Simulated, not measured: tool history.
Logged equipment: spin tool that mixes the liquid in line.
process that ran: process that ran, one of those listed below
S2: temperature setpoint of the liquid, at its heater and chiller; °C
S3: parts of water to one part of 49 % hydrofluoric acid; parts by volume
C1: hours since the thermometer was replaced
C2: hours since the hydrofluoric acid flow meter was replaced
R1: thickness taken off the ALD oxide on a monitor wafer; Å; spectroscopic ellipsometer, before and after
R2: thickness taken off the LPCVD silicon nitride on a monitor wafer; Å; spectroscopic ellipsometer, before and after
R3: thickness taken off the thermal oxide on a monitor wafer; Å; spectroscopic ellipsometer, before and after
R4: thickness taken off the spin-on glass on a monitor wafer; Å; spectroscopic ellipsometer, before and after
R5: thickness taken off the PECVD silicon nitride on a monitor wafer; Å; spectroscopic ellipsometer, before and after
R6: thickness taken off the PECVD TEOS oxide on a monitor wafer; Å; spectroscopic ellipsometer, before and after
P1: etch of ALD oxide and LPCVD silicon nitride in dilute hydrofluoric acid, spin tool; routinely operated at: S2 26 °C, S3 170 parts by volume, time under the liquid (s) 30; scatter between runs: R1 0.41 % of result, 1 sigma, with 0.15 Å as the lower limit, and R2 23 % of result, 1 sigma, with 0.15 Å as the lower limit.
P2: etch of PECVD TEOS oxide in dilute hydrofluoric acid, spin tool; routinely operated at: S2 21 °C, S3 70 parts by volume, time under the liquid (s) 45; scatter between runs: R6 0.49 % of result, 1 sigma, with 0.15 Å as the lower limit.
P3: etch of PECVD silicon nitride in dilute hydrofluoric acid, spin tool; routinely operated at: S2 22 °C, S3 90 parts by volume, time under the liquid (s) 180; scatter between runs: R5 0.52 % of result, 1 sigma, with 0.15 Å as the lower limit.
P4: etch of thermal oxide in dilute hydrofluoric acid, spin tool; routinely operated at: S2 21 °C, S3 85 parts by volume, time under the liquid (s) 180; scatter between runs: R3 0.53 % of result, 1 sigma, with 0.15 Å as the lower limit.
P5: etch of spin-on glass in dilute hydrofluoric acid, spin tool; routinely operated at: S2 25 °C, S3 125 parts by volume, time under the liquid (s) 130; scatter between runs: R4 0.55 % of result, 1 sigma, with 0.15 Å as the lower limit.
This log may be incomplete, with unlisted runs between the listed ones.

Run 1, hour 11.2: process that ran P1, S2 26 °C, S3 170 parts by volume, time under the liquid (s) 30; C1 1641.1; C2 860. Result: R1 53.614 Å, R2 0.82275 Å.
Run 2, hour 23.6: process that ran P4, S2 21 °C, S3 50 parts by volume, time under the liquid (s) 180; C1 1653.5; C2 872.4. Result: R3 160.6 Å.
Run 3, hour 38.6: process that ran P5, S2 25 °C, S3 125 parts by volume, time under the liquid (s) 35; C1 1668.5; C2 887.4. Result: R4 138.91 Å.
Run 4, hour 51.2: process that ran P5, S2 25 °C, S3 125 parts by volume, time under the liquid (s) 130; C1 1681.1; C2 900. Result: R4 516.38 Å.
Run 5, hour 67.2: process that ran P3, S2 22 °C, S3 90 parts by volume, time under the liquid (s) 275; C1 1697.1; C2 916. Result: R5 82.607 Å.
Run 6, hour 80.2: process that ran P1, S2 26 °C, S3 230 parts by volume, time under the liquid (s) 15; C1 1710.1; C2 929. Result: R1 18.361 Å, R2 0.21853 Å.
Run 7, hour 88.8: process that ran P5, S2 32 °C, S3 125 parts by volume, time under the liquid (s) 130; C1 1718.7; C2 937.6. Result: R4 662.83 Å.
Run 8, hour 103.5: process that ran P1, S2 26 °C, S3 235 parts by volume, time under the liquid (s) 30; C1 1733.4; C2 952.3. Result: R1 36.337 Å, R2 0.69108 Å.
Run 9, hour 117: process that ran P1, S2 26 °C, S3 170 parts by volume, time under the liquid (s) 30; C1 1746.9; C2 965.8. Result: R1 53.634 Å, R2 0.89238 Å.
Run 10, hour 124.8: process that ran P1, S2 26 °C, S3 170 parts by volume, time under the liquid (s) 55; C1 1754.7; C2 973.6. Result: R1 98.492 Å, R2 1.9921 Å.
Run 11, hour 136: process that ran P4, S2 21 °C, S3 85 parts by volume, time under the liquid (s) 180; C1 1765.9; C2 984.8. Result: R3 90.299 Å.
Run 12, hour 150.3: process that ran P3, S2 22 °C, S3 155 parts by volume, time under the liquid (s) 180; C1 1780.2; C2 999.1. Result: R5 31.136 Å.
Run 13, hour 164.9: process that ran P2, S2 28.5 °C, S3 70 parts by volume, time under the liquid (s) 45; C1 1794.8; C2 1013.7. Result: R6 93.816 Å.
Run 14, hour 177.3: process that ran P2, S2 21 °C, S3 70 parts by volume, time under the liquid (s) 85; C1 1807.2; C2 1026.1. Result: R6 130.6 Å.
Run 15, hour 194.3: process that ran P4, S2 21 °C, S3 85 parts by volume, time under the liquid (s) 350; C1 1824.2; C2 1043.1. Result: R3 175.71 Å.
Run 16, hour 208.7: process that ran P1, S2 26 °C, S3 170 parts by volume, time under the liquid (s) 30; C1 1838.6; C2 1057.5. Result: R1 53.59 Å, R2 1.5254 Å.
Run 17, hour 224.6: process that ran P2, S2 21 °C, S3 70 parts by volume, time under the liquid (s) 45; C1 1854.5; C2 1073.4. Result: R6 69.143 Å.
Run 18, hour 232.4: process that ran P1, S2 33.5 °C, S3 170 parts by volume, time under the liquid (s) 30; C1 1862.3; C2 1081.2. Result: R1 69.815 Å, R2 1.7494 Å.
Run 19, hour 248.7: process that ran P1, S2 26 °C, S3 90 parts by volume, time under the liquid (s) 30; C1 1878.6; C2 1097.5. Result: R1 111.15 Å, R2 2.0511 Å.
Run 20, hour 258.2: process that ran P4, S2 17 °C, S3 85 parts by volume, time under the liquid (s) 180; C1 1888.1; C2 1107. Result: R3 76.403 Å.
Run 21, hour 266.7: process that ran P3, S2 17 °C, S3 90 parts by volume, time under the liquid (s) 180; C1 1896.6; C2 1115.5. Result: R5 38.221 Å.
Run 22, hour 280.4: process that ran P3, S2 22 °C, S3 90 parts by volume, time under the liquid (s) 180; C1 1910.3; C2 1129.2. Result: R5 53.762 Å.
Run 23, hour 289.1: process that ran P1, S2 26 °C, S3 170 parts by volume, time under the liquid (s) 15; C1 1919; C2 1137.9. Result: R1 26.763 Å, R2 0.4988 Å.
Run 24, hour 303.8: process that ran P1, S2 32 °C, S3 170 parts by volume, time under the liquid (s) 60; C1 1933.7; C2 1152.6. Result: R1 132.96 Å, R2 3.3785 Å.
Run 25, hour 314.2: process that ran P5, S2 25 °C, S3 125 parts by volume, time under the liquid (s) 130; C1 1944.1; C2 1163. Result: R4 512.34 Å.
Run 26, hour 330.1: process that ran P1, S2 26 °C, S3 295 parts by volume, time under the liquid (s) 55; C1 1960; C2 1178.9. Result: R1 49.524 Å, R2 1.5282 Å.
Run 27, hour 339.3: process that ran P5, S2 25 °C, S3 25 parts by volume, time under the liquid (s) 130; C1 1969.2; C2 1188.1. Result: R4 2924 Å.
Run 28, hour 356.3: process that ran P1, S2 26 °C, S3 170 parts by volume, time under the liquid (s) 30; C1 1986.2; C2 1205.1. Result: R1 53.826 Å, R2 1.2324 Å.
Run 29, hour 364.4: process that ran P2, S2 21 °C, S3 110 parts by volume, time under the liquid (s) 45; C1 1994.3; C2 1213.2. Result: R6 42.23 Å.
Run 30, hour 372.5: process that ran P1, S2 22 °C, S3 170 parts by volume, time under the liquid (s) 30; C1 2002.4; C2 1221.3. Result: R1 46.187 Å, R2 0.88058 Å.
Run 31, hour 388.4: process that ran P1, S2 26 °C, S3 170 parts by volume, time under the liquid (s) 30; C1 2018.3; C2 1237.2. Result: R1 53.156 Å, R2 1.2458 Å.
Run 32, hour 398.5: process that ran P1, S2 26 °C, S3 170 parts by volume, time under the liquid (s) 30; C1 2028.4; C2 1247.3. Result: R1 53.072 Å, R2 0.88836 Å.
Run 33, hour 408.3: process that ran P1, S2 26 °C, S3 170 parts by volume, time under the liquid (s) 30; C1 2038.2; C2 1257.1. Result: R1 53.715 Å, R2 1.1017 Å.
Run 34, hour 422.3: process that ran P1, S2 26 °C, S3 170 parts by volume, time under the liquid (s) 30; C1 2052.2; C2 1271.1. Result: R1 54.893 Å, R2 1.0592 Å.
Run 35, hour 436.6: process that ran P1, S2 26 °C, S3 170 parts by volume, time under the liquid (s) 30; C1 2066.5; C2 1285.4. Result: R1 56.006 Å, R2 0.84396 Å.
Run 36, hour 451.7: process that ran P1, S2 26 °C, S3 170 parts by volume, time under the liquid (s) 30; C1 2081.6; C2 1300.5. Result: R1 56.083 Å, R2 0.73745 Å.
Run 37, hour 459.2: process that ran P1, S2 26 °C, S3 170 parts by volume, time under the liquid (s) 30; C1 2089.1; C2 1308. Result: R1 56.276 Å, R2 0.86305 Å.
Run 38, hour 470.8: process that ran P1, S2 26 °C, S3 170 parts by volume, time under the liquid (s) 30; C1 2100.7; C2 1319.6. Result: R1 56.201 Å, R2 0.7581 Å.
Run 39, hour 486.4: process that ran P1, S2 26 °C, S3 170 parts by volume, time under the liquid (s) 30; C1 2116.3; C2 1335.2. Result: R1 56.348 Å, R2 0.71461 Å.
Run 40, hour 503.1: process that ran P1, S2 26 °C, S3 170 parts by volume, time under the liquid (s) 30; C1 2133; C2 1351.9. Result: R1 56.913 Å, R2 0.97474 Å.

Compared with where it was, what P1 gives has crept away. Each cause listed below fits the log as well as the rest, at the size given for it:
A: hydrofluoric acid flow above the setpoint (%) = 4.64
B: liquid hotter than its thermometer reads (K) = 1.48
The drift started at roughly hour 408.3.

Listed below are the offered check runs, one wafer per run, with question marks in place of results. For which of them would the causes give clearly different outcomes?
Run check 1, hour 519.8: process that ran P4, S2 18 °C, S3 85 parts by volume, time under the liquid (s) 180. Result: R3 ?.
Run check 2, hour 519.8: process that ran P5, S2 25 °C, S3 45 parts by volume, time under the liquid (s) 130. Result: R4 ?.
Run check 3, hour 519.8: process that ran P2, S2 28 °C, S3 70 parts by volume, time under the liquid (s) 80. Result: R6 ?.
Run check 4, hour 519.8: process that ran P3, S2 18.5 °C, S3 135 parts by volume, time under the liquid (s) 180. Result: R5 ?.

Expected result of each check under each candidate cause:
  check  result    if A    if B
check 1      R3  83.756  84.815
check 2      R4  1661.8    1682
check 3      R6  171.33  172.69
check 4      R5  29.905  31.629
Per check, the gap between the least separated pair of causes, taken in the result that splits them most: check 1 1.26 %; check 2 1.21 %; check 3 0.79 %; check 4 5.6 %
Check 4 tells the causes apart: in the others they would give nearly the same result.

Then check 4 was run and gave: R5 30.053 Å. Which cause is it?

It is A: hydrofluoric acid flow above the setpoint (%).
